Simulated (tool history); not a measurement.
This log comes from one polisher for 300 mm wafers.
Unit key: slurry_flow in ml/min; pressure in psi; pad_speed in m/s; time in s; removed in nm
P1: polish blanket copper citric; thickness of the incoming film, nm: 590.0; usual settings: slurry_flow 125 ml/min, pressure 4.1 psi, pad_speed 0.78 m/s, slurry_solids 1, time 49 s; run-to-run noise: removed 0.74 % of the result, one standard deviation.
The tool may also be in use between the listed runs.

run,hour,slurry_flow,pressure,pad_speed,slurry_solids,time,wafers polished on this pad,hours since the slurry nozzle was cleaned,hours since the head pressure was calibrated,hours since the slurry blender was calibrated,removed
1,15.1,125,4.1,0.78,1,49,489,438,385,267.1,105.84
2,32.3,75,4.1,0.78,1,49,724,455.2,402.2,284.3,92.195
3,42.1,125,4.1,0.78,1,49,858,465,412,294.1,104.39
4,58,125,4.1,0.78,1,24,1076,480.9,427.9,310,51.586
5,67.6,125,4.1,0.78,1,49,1207,490.5,437.5,319.6,105.09
6,84,125,4.1,1.06,1,49,1431,506.9,453.9,336,141.6
7,93.3,125,4.1,0.78,0.7,49,1558,516.2,463.2,345.3,97.764
8,106.4,125,4.1,0.78,1.3,49,1738,529.3,476.3,358.4,111.09
9,119.8,125,4.1,0.78,1,71,1921,542.7,489.7,371.8,152.24
# hour 124.8: slurry nozzle cleaned
10,130.7,125,4.1,0.78,1,49,2070,5.9,500.6,382.7,104.11
11,143.3,125,6.3,0.78,1,49,2242,18.5,513.2,395.3,161.51
12,156.2,125,4.1,0.36,1,49,2419,31.4,526.1,408.2,50.143
13,168.2,190,4.1,0.78,1,49,2583,43.4,538.1,420.2,111.56
14,177.6,190,4.1,0.78,1.2,49,2711,52.8,547.5,429.6,118.47
15,185.9,125,3.2,0.78,1.4,49,2825,61.1,555.8,437.9,88.654
16,194.2,125,2.1,0.78,1,49,2938,69.4,564.1,446.2,55.515
17,205.7,125,4.1,0.78,1,49,3096,80.9,575.6,457.7,104.82
18,216.6,125,4.1,0.78,1,49,3245,91.8,586.5,468.6,104.78
19,231.3,125,4.1,0.78,1,49,3446,106.5,601.2,483.3,101.82
20,239.8,125,4.1,0.78,1,49,3562,115,609.7,491.8,99.197
21,249.7,125,4.1,0.78,1,49,3697,124.9,619.6,501.7,96.71
# hour 251.3: slurry blender recalibrated
22,260.6,125,4.1,0.78,1,49,3847,135.8,630.5,9.4,97.416
23,271.4,125,4.1,0.78,1,49,3994,146.6,641.3,20.2,97.194
# hour 281.6: head pressure recalibrated
24,288.6,125,4.1,0.78,1,49,4230,163.8,7.1,37.4,96.958
25,301.2,125,4.1,0.78,1,49,4402,176.4,19.7,50,95.533
26,311.5,125,4.1,0.78,1,49,4543,186.7,30,60.3,96.25

The output of P1 has drifted from where it used to be. Each of the 2 causes below, taken at the size shown beside it, accounts for the log equally well:
A: removal rate lost through wear of the pad, % = 8.33
B: slurry flow missing at the pad, % = 30.4
The gradual shift began around hour 216.6.
Other possible causes, and why each is ruled out:
head's pressure below its setpoint, %: its service at hour 281.6 followed the start of the drift and did not put the process back to its old value
abrasive missing from the slurry, %: its service at hour 251.3 followed the start of the drift and did not put the process back to its old value

4 check runs are offered, each on 5 wafers whose results are averaged, their results left as question marks. Which one tells the causes apart?
check 1,321.8,125,4.1,0.78,1.25,49,,,,,?
check 2,321.8,185,4.1,0.58,1,49,,,,,?
check 3,321.8,125,6.2,0.78,1.2,49,,,,,?
check 4,321.8,125,2.4,0.78,1,25,,,,,?

What every check run would give for each of its results, assuming each possible cause in turn:
check,result,if A,if B
check 1,removed,101.29,101.29
check 2,removed,77.324,79.359
check 3,removed,150.65,150.64
check 4,removed,29.282,29.281
Distance between the nearest two causes, measured in the result of the check that separates them most: check 1 0 %; check 2 2.6 %; check 3 0 %; check 4 0 %
Check 2 distinguishes between the causes, while the remaining checks would return nearly the same result for all of them.

With check 2 done, the readings were: removed 77.287 nm. Identify which of the listed causes applies.

It is A: removal rate lost through wear of the pad, %.

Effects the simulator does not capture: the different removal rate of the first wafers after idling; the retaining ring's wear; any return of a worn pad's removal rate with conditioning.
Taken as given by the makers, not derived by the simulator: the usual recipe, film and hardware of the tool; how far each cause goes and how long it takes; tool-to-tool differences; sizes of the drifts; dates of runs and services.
